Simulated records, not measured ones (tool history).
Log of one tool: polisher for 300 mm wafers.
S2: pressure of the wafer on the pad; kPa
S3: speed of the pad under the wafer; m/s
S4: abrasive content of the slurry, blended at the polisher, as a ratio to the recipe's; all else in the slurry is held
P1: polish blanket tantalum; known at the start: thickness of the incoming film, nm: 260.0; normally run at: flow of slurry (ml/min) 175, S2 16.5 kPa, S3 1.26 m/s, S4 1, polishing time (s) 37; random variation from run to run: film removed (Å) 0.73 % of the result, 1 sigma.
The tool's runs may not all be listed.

run 1 hour=5.6 | flow_of_slurry_(ml/min)=175 S2=16.5 S3=1.26 S4=1 polishing_time_(s)=37 | film_removed_(Å)=807.32
run 2 hour=8.7 | flow_of_slurry_(ml/min)=175 S2=16.5 S3=0.76 S4=1 polishing_time_(s)=37 | film_removed_(Å)=483.76
run 3 hour=11.9 | flow_of_slurry_(ml/min)=175 S2=16.5 S3=1.26 S4=1 polishing_time_(s)=37 | film_removed_(Å)=806.75
run 4 hour=16.4 | flow_of_slurry_(ml/min)=260 S2=16.5 S3=1.26 S4=1 polishing_time_(s)=37 | film_removed_(Å)=847.95
run 5 hour=23 | flow_of_slurry_(ml/min)=175 S2=22.1 S3=1.26 S4=1 polishing_time_(s)=47 | film_removed_(Å)=1338.4
run 6 hour=28.2 | flow_of_slurry_(ml/min)=175 S2=22.8 S3=1.26 S4=0.65 polishing_time_(s)=37 | film_removed_(Å)=945.16
run 7 hour=33 | flow_of_slurry_(ml/min)=175 S2=16.5 S3=2 S4=1 polishing_time_(s)=37 | film_removed_(Å)=1286.7
run 8 hour=37.6 | flow_of_slurry_(ml/min)=175 S2=7.6 S3=1.26 S4=1 polishing_time_(s)=37 | film_removed_(Å)=372.2
run 9 hour=40.6 | flow_of_slurry_(ml/min)=175 S2=16.5 S3=1.26 S4=1 polishing_time_(s)=37 | film_removed_(Å)=798.26
run 10 hour=47 | flow_of_slurry_(ml/min)=175 S2=16.5 S3=1.26 S4=1 polishing_time_(s)=18 | film_removed_(Å)=390.96
-- hour=48.2 head pressure recalibrated
run 11 hour=53 | flow_of_slurry_(ml/min)=175 S2=16.5 S3=1.26 S4=1 polishing_time_(s)=37 | film_removed_(Å)=800.54
-- hour=55.4 slurry blender recalibrated
run 12 hour=58.6 | flow_of_slurry_(ml/min)=175 S2=16.5 S3=1.26 S4=0.7 polishing_time_(s)=37 | film_removed_(Å)=715.27
run 13 hour=63.8 | flow_of_slurry_(ml/min)=175 S2=16.5 S3=1.26 S4=1.5 polishing_time_(s)=37 | film_removed_(Å)=893.14
run 14 hour=67 | flow_of_slurry_(ml/min)=175 S2=16.5 S3=1.26 S4=1 polishing_time_(s)=37 | film_removed_(Å)=798.78
run 15 hour=70 | flow_of_slurry_(ml/min)=175 S2=21.4 S3=1.26 S4=1 polishing_time_(s)=37 | film_removed_(Å)=1034.1
run 16 hour=73.4 | flow_of_slurry_(ml/min)=175 S2=16.5 S3=1.26 S4=1 polishing_time_(s)=59 | film_removed_(Å)=1281.3
run 17 hour=79.6 | flow_of_slurry_(ml/min)=105 S2=16.5 S3=1.26 S4=1 polishing_time_(s)=37 | film_removed_(Å)=736.38
run 18 hour=86.3 | flow_of_slurry_(ml/min)=175 S2=16.5 S3=1.26 S4=1 polishing_time_(s)=37 | film_removed_(Å)=806.38
run 19 hour=90.5 | flow_of_slurry_(ml/min)=175 S2=16.5 S3=1.26 S4=1 polishing_time_(s)=37 | film_removed_(Å)=768.72
run 20 hour=96.9 | flow_of_slurry_(ml/min)=175 S2=16.5 S3=1.26 S4=1 polishing_time_(s)=37 | film_removed_(Å)=757.64
-- hour=98 slurry blender recalibrated
-- hour=100 head pressure recalibrated
run 21 hour=103.4 | flow_of_slurry_(ml/min)=175 S2=16.5 S3=1.26 S4=1 polishing_time_(s)=37 | film_removed_(Å)=753.55
run 22 hour=108.5 | flow_of_slurry_(ml/min)=175 S2=16.5 S3=1.26 S4=1 polishing_time_(s)=37 | film_removed_(Å)=745.81
run 23 hour=111.6 | flow_of_slurry_(ml/min)=175 S2=16.5 S3=1.26 S4=1 polishing_time_(s)=37 | film_removed_(Å)=742.66
run 24 hour=116.2 | flow_of_slurry_(ml/min)=175 S2=16.5 S3=1.26 S4=1 polishing_time_(s)=37 | film_removed_(Å)=746.86

What P1 gives has crept away from where it was. These 2 causes fit the log equally well, each at the size given:
A: slurry flow missing at the pad, % = 34.9
B: removal rate lost through wear of the pad, % = 7.6
The creep began at about hour 86.3.
Why every other cause is out:
head's pressure below its setpoint, %: serviced at hour 100, which brought nothing back
abrasive missing from the slurry, %: serviced at hour 98, which brought nothing back

4 check runs are offered, each on 2 wafers whose results are averaged, their results left as question marks. Which one tells the causes apart?
run check 1 hour=120.8 | flow_of_slurry_(ml/min)=175 S2=16.5 S3=1.92 S4=1 polishing_time_(s)=37 | film_removed_(Å)=?
run check 2 hour=120.8 | flow_of_slurry_(ml/min)=105 S2=16.5 S3=1.26 S4=1 polishing_time_(s)=37 | film_removed_(Å)=?
run check 3 hour=120.8 | flow_of_slurry_(ml/min)=175 S2=9 S3=1.26 S4=1.3 polishing_time_(s)=37 | film_removed_(Å)=?
run check 4 hour=120.8 | flow_of_slurry_(ml/min)=175 S2=16.5 S3=1.26 S4=1.45 polishing_time_(s)=37 | film_removed_(Å)=?

What each check would give under each cause:
check=check_1 result=film_removed_(Å) if_A=1132.7 if_B=1132.6
check=check_2 result=film_removed_(Å) if_A=644.24 if_B=674.02
check=check_3 result=film_removed_(Å) if_A=431.04 if_B=431.01
check=check_4 result=film_removed_(Å) if_A=815.62 if_B=815.56
How far apart the two closest causes lie, in the result that separates them most: check 1 0.01 %; check 2 4.52 %; check 3 0.01 %; check 4 0.01 %
Only check 2 tells the causes apart: in the others they would give nearly the same result.

Then check 2 was run and gave: film removed (Å) 673.71. Which cause is it?

It is B: removal rate lost through wear of the pad, %.
